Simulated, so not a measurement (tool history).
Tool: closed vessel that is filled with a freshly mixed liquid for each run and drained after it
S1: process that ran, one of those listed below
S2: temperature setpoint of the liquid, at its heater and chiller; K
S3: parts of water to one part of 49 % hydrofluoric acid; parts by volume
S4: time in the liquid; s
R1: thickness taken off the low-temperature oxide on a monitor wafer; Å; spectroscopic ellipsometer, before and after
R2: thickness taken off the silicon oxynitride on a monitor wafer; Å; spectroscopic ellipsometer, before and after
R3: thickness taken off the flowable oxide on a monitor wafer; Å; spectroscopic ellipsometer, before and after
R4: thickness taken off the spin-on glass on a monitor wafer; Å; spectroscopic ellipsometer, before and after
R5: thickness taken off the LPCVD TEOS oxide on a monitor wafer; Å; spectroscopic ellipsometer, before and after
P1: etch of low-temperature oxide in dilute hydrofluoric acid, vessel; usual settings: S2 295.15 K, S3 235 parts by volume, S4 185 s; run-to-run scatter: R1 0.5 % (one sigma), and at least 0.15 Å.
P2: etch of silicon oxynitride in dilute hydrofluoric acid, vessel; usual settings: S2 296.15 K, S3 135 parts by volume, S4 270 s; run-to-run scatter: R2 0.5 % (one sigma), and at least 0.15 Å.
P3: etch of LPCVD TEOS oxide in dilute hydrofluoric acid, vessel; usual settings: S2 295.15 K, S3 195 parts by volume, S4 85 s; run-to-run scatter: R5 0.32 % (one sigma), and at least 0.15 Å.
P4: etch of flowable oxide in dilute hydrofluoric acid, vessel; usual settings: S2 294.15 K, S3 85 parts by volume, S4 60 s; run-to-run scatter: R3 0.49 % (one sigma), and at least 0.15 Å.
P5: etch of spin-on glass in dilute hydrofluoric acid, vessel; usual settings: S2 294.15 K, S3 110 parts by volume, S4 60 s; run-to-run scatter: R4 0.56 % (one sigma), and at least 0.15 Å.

run,hour,S1,S2,S3,S4,R1,R2,R3,R4,R5
1,14.7,P1,295.15,235,185,66.062,,,,
2,22,P1,295.15,385,340,65.418,,,,
3,33.2,P2,296.15,135,270,,69.629,,,
4,46.7,P4,294.15,85,115,,,728.05,,
5,54.8,P2,296.15,25,270,,407.63,,,
6,62.6,P1,295.15,235,185,67.093,,,,
7,73.1,P4,294.15,85,60,,,377.36,,
8,81.2,P5,294.15,195,60,,,,92.406,
9,94.7,P1,295.15,235,85,30.499,,,,
10,109.7,P4,294.15,150,60,,,200.1,,
11,121.6,P4,290.15,85,60,,,321.52,,
12,132.5,P3,303.65,195,85,,,,,106.93
# hour 144.6: thermometer replaced
13,147.5,P5,294.15,110,60,,,,179.02,
14,154.5,P1,290.15,235,185,55.088,,,,
15,162.4,P3,295.15,195,85,,,,,78.034
16,175.9,P1,300.65,235,185,80.766,,,,
17,188.4,P3,295.15,195,40,,,,,37.259
18,203.2,P3,295.15,195,85,,,,,78.172
19,216.5,P5,299.15,110,60,,,,217.44,
20,230.6,P4,294.15,85,60,,,383.96,,
21,241.2,P1,295.15,325,185,44.365,,,,
22,255.4,P1,295.15,90,185,205.62,,,,
23,265.1,P1,295.15,235,185,66.588,,,,
24,277.4,P1,295.15,235,185,67.011,,,,
25,289.9,P2,296.15,135,50,,12.831,,,
26,300.2,P1,295.15,235,185,66.745,,,,
27,310.5,P3,295.15,355,85,,,,,36.979
28,317.9,P5,294.15,110,30,,,,88.001,
29,327.2,P1,295.15,235,290,104,,,,
30,339.4,P2,296.15,135,270,,68.852,,,
31,351.4,P2,302.15,135,270,,91.072,,,
32,361.8,P1,295.15,235,185,66.42,,,,
33,372.1,P1,295.15,235,185,68.47,,,,
34,383.3,P1,295.15,235,185,69.483,,,,
35,390.5,P1,295.15,235,185,69.804,,,,
36,398.2,P1,295.15,235,185,70.145,,,,
37,411.1,P1,295.15,235,185,70.345,,,,
38,419.9,P1,295.15,235,185,69.907,,,,
39,432.9,P1,295.15,235,185,71.308,,,,
40,447.3,P1,295.15,235,185,70.65,,,,

What P1 gives has crept away from where it was. These 2 causes fit the log equally well, each at the size given:
A: liquid hotter than its thermometer reads (K) = 1.62
B: hydrofluoric acid flow above the setpoint (%) = 4.93
The creep began at about hour 361.8.

4 check runs are offered, each on 2 wafers whose results are averaged, their results left as question marks. Which one tells the causes apart?
check 1,461.7,P2,296.15,30,270,,?,,,
check 2,461.7,P5,294.15,165,40,,,,?,
check 3,461.7,P4,294.15,150,100,,,?,,
check 4,461.7,P3,295.15,355,45,,,,,?

What each check would give under each cause:
check,result,if A,if B
check 1,R2,365.71,354.44
check 2,R4,79.32,78.81
check 3,R3,355.84,353.14
check 4,R5,20.739,20.899
How far apart the two closest causes lie, in the result that separates them most: check 1 3.13 %; check 2 0.65 %; check 3 0.76 %; check 4 0.77 %
Check 1 tells the causes apart: in the others they would give nearly the same result.

Check 1 was then run and gave: R2 364.13 Å. Which cause is it?

It is A: liquid hotter than its thermometer reads (K).
